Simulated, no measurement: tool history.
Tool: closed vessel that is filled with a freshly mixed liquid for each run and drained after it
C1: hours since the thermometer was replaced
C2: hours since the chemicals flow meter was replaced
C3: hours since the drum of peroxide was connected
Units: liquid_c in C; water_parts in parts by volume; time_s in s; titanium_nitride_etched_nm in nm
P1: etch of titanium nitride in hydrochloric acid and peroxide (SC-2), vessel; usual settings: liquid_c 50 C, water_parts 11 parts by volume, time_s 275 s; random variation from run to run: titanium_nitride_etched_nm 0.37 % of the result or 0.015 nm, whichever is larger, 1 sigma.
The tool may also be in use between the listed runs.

run 1 hour=15.6 | liquid_c=50 water_parts=11 time_s=275 | C1=751.1 C2=498 C3=859.1 | titanium_nitride_etched_nm=7.6692
run 2 hour=30.5 | liquid_c=50 water_parts=15.5 time_s=90 | C1=766 C2=512.9 C3=874 | titanium_nitride_etched_nm=1.841
run 3 hour=47 | liquid_c=50 water_parts=11 time_s=275 | C1=782.5 C2=529.4 C3=890.5 | titanium_nitride_etched_nm=7.6778
run 4 hour=55.5 | liquid_c=39 water_parts=11 time_s=440 | C1=791 C2=537.9 C3=899 | titanium_nitride_etched_nm=5.7388
run 5 hour=68.1 | liquid_c=50 water_parts=11 time_s=275 | C1=803.6 C2=550.5 C3=911.6 | titanium_nitride_etched_nm=7.675
run 6 hour=79.9 | liquid_c=35 water_parts=11 time_s=275 | C1=815.4 C2=562.3 C3=923.4 | titanium_nitride_etched_nm=2.6951
run 7 hour=92.2 | liquid_c=41.5 water_parts=19 time_s=275 | C1=827.7 C2=574.6 C3=935.7 | titanium_nitride_etched_nm=2.6695
run 8 hour=101 | liquid_c=50 water_parts=11 time_s=275 | C1=836.5 C2=583.4 C3=944.5 | titanium_nitride_etched_nm=7.7341
run 9 hour=113.1 | liquid_c=60 water_parts=11 time_s=275 | C1=848.6 C2=595.5 C3=956.6 | titanium_nitride_etched_nm=14.779
run 10 hour=122.1 | liquid_c=50 water_parts=11 time_s=275 | C1=857.6 C2=604.5 C3=965.6 | titanium_nitride_etched_nm=7.6922
run 11 hour=137.3 | liquid_c=50 water_parts=11 time_s=30 | C1=872.8 C2=619.7 C3=980.8 | titanium_nitride_etched_nm=0.84516
run 12 hour=153 | liquid_c=50 water_parts=11 time_s=275 | C1=888.5 C2=635.4 C3=996.5 | titanium_nitride_etched_nm=7.707
run 13 hour=165.3 | liquid_c=50 water_parts=11 time_s=545 | C1=900.8 C2=647.7 C3=1008.8 | titanium_nitride_etched_nm=15.216
-- hour=168.4 chemicals flow meter replaced
run 14 hour=175.3 | liquid_c=50 water_parts=4 time_s=275 | C1=910.8 C2=6.9 C3=1018.8 | titanium_nitride_etched_nm=16.63
run 15 hour=184.5 | liquid_c=50 water_parts=20 time_s=275 | C1=920 C2=16.1 C3=1028 | titanium_nitride_etched_nm=4.52

The next listed run, before its measurement:
run 16 hour=199 | liquid_c=50 water_parts=11 time_s=275 | C1=934.5 C2=30.6 C3=1042.5 | titanium_nitride_etched_nm=?

titanium_nitride_etched_nm: 7.7519 nm

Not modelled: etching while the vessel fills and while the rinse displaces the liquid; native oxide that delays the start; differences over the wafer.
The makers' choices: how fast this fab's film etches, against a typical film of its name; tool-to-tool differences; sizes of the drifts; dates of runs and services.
